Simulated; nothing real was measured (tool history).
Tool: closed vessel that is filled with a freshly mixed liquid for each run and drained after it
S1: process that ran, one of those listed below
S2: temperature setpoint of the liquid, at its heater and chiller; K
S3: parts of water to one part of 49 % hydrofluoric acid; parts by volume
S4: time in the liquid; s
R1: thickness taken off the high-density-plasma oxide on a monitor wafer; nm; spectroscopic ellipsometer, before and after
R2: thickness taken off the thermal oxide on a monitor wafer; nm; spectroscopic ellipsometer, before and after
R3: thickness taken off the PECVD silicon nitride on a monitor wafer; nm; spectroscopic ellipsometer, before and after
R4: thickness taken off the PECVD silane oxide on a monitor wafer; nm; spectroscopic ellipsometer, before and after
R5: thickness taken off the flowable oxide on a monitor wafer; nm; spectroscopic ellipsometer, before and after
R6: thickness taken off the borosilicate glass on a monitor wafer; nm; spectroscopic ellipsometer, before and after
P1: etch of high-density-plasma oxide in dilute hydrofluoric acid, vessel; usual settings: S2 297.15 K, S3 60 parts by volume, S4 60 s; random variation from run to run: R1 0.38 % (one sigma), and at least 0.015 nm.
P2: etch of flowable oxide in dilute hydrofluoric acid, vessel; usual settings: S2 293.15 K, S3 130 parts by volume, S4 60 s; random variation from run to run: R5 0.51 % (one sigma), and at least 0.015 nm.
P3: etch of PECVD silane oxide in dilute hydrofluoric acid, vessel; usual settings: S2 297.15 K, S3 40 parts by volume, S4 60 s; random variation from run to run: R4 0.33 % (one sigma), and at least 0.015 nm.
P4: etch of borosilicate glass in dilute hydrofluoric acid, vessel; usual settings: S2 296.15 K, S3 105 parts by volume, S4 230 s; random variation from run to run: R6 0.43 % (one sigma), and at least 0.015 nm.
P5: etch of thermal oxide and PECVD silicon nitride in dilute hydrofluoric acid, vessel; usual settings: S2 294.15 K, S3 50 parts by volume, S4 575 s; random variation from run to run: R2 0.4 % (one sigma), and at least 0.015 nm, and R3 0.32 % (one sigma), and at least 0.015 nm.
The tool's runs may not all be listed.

{"run": 1, "hour": 5.8, "S1": "P1", "S2": 297.15, "S3": 60, "S4": 60, "R1": 5.5497}
{"run": 2, "hour": 16.7, "S1": "P1", "S2": 297.15, "S3": 60, "S4": 30, "R1": 2.7865}
{"run": 3, "hour": 27.7, "S1": "P5", "S2": 294.15, "S3": 50, "S4": 1095, "R2": 98.128, "R3": 100.47}
{"run": 4, "hour": 38.3, "S1": "P3", "S2": 297.15, "S3": 40, "S4": 60, "R4": 24.359}
{"run": 5, "hour": 49.3, "S1": "P5", "S2": 294.15, "S3": 25, "S4": 575, "R2": 105.46, "R3": 103.05}
{"run": 6, "hour": 57.7, "S1": "P1", "S2": 297.15, "S3": 60, "S4": 60, "R1": 5.4927}
{"run": 7, "hour": 65.8, "S1": "P1", "S2": 297.15, "S3": 40, "S4": 30, "R1": 4.2649}
{"run": 8, "hour": 72.4, "S1": "P1", "S2": 297.15, "S3": 60, "S4": 115, "R1": 10.616}
{"run": 9, "hour": 83.9, "S1": "P1", "S2": 297.15, "S3": 60, "S4": 60, "R1": 5.5415}
{"run": 10, "hour": 93.1, "S1": "P2", "S2": 290.15, "S3": 130, "S4": 60, "R5": 12.293}
{"run": 11, "hour": 105.8, "S1": "P1", "S2": 297.15, "S3": 60, "S4": 60, "R1": 5.5806}
{"run": 12, "hour": 115.4, "S1": "P2", "S2": 293.15, "S3": 130, "S4": 60, "R5": 14.003}
{"run": 13, "hour": 127.0, "S1": "P4", "S2": 296.15, "S3": 105, "S4": 230, "R6": 60.307}
{"run": 14, "hour": 138.1, "S1": "P4", "S2": 296.15, "S3": 105, "S4": 30, "R6": 7.8757}
{"run": 15, "hour": 150.7, "S1": "P4", "S2": 304.15, "S3": 105, "S4": 230, "R6": 81.14}
{"run": 16, "hour": 162.6, "S1": "P1", "S2": 297.15, "S3": 90, "S4": 60, "R1": 3.5271}
{"run": 17, "hour": 173.0, "S1": "P3", "S2": 297.15, "S3": 40, "S4": 30, "R4": 12.085}
{"run": 18, "hour": 179.2, "S1": "P1", "S2": 297.15, "S3": 60, "S4": 60, "R1": 5.5599}
{"run": 19, "hour": 189.3, "S1": "P4", "S2": 296.15, "S3": 145, "S4": 230, "R6": 41.553}
{"run": 20, "hour": 201.6, "S1": "P3", "S2": 297.15, "S3": 60, "S4": 60, "R4": 15.733}
{"run": 21, "hour": 208.0, "S1": "P2", "S2": 293.15, "S3": 65, "S4": 60, "R5": 29.802}
{"run": 22, "hour": 221.1, "S1": "P2", "S2": 293.15, "S3": 130, "S4": 60, "R5": 13.875}
{"run": 23, "hour": 233.9, "S1": "P5", "S2": 294.15, "S3": 50, "S4": 575, "R2": 51.35, "R3": 52.647}
{"run": 24, "hour": 241.9, "S1": "P3", "S2": 290.15, "S3": 40, "S4": 60, "R4": 18.112}
{"run": 25, "hour": 250.1, "S1": "P4", "S2": 296.15, "S3": 105, "S4": 230, "R6": 59.924}
{"run": 26, "hour": 260.8, "S1": "P1", "S2": 302.65, "S3": 60, "S4": 60, "R1": 6.9581}
{"run": 27, "hour": 267.8, "S1": "P1", "S2": 297.15, "S3": 20, "S4": 60, "R1": 17.654}
{"run": 28, "hour": 277.0, "S1": "P5", "S2": 294.15, "S3": 50, "S4": 575, "R2": 51.3, "R3": 52.723}
{"run": 29, "hour": 283.6, "S1": "P2", "S2": 293.15, "S3": 130, "S4": 30, "R5": 6.989}
{"run": 30, "hour": 293.6, "S1": "P1", "S2": 290.15, "S3": 60, "S4": 60, "R1": 4.1175}
{"run": 31, "hour": 300.7, "S1": "P5", "S2": 290.15, "S3": 50, "S4": 575, "R2": 42.984, "R3": 39.794}
{"run": 32, "hour": 313.1, "S1": "P1", "S2": 297.15, "S3": 60, "S4": 60, "R1": 5.541}
{"run": 33, "hour": 319.9, "S1": "P1", "S2": 297.15, "S3": 60, "S4": 60, "R1": 5.7766}
{"run": 34, "hour": 331.1, "S1": "P1", "S2": 297.15, "S3": 60, "S4": 60, "R1": 5.9288}
{"run": 35, "hour": 342.2, "S1": "P1", "S2": 297.15, "S3": 60, "S4": 60, "R1": 6.0179}
{"run": 36, "hour": 348.0, "S1": "P1", "S2": 297.15, "S3": 60, "S4": 60, "R1": 6.0179}
{"run": 37, "hour": 356.5, "S1": "P1", "S2": 297.15, "S3": 60, "S4": 60, "R1": 6.0175}
{"run": 38, "hour": 367.8, "S1": "P1", "S2": 297.15, "S3": 60, "S4": 60, "R1": 6.0839}
{"run": 39, "hour": 374.4, "S1": "P1", "S2": 297.15, "S3": 60, "S4": 60, "R1": 6.0704}

What P1 gives has crept away from where it was. These 2 causes fit the log equally well, each at the size given:
A: liquid hotter than its thermometer reads (K) = 2.23
B: hydrofluoric acid flow above the setpoint (%) = 8.75
The creep began at about hour 313.1.

4 check runs are offered, one wafer each, their results left as question marks. Which one tells the causes apart?
{"run": "check 1", "hour": 381.0, "S1": "P4", "S2": 296.15, "S3": 105, "S4": 30, "R6": "?"}
{"run": "check 2", "hour": 381.0, "S1": "P3", "S2": 290.65, "S3": 40, "S4": 30, "R4": "?"}
{"run": "check 3", "hour": 381.0, "S1": "P2", "S2": 290.15, "S3": 130, "S4": 40, "R5": "?"}
{"run": "check 4", "hour": 381.0, "S1": "P5", "S2": 294.15, "S3": 25, "S4": 1070, "R2": "?", "R3": "?"}

What each check would give under each cause:
check=check_1 result=R6 if_A=8.5401 if_B=8.5923
check=check_2 result=R4 if_A=10.122 if_B=10.032
check=check_3 result=R5 if_A=8.9532 if_B=8.9791
check=check_4 result=R2 if_A=216.370 if_B=214.500
check=check_4 result=R3 if_A=224.500 if_B=208.440
How far apart the two closest causes lie, in the result that separates them most: check 1 0.61 %; check 2 0.88 %; check 3 0.29 %; check 4 7.42 %
Check 4 tells the causes apart: in the others they would give nearly the same result.

Check 4 was then run and gave: R2 214.400 nm; R3 208.080 nm. Which cause is it?

It is B: hydrofluoric acid flow above the setpoint (%).
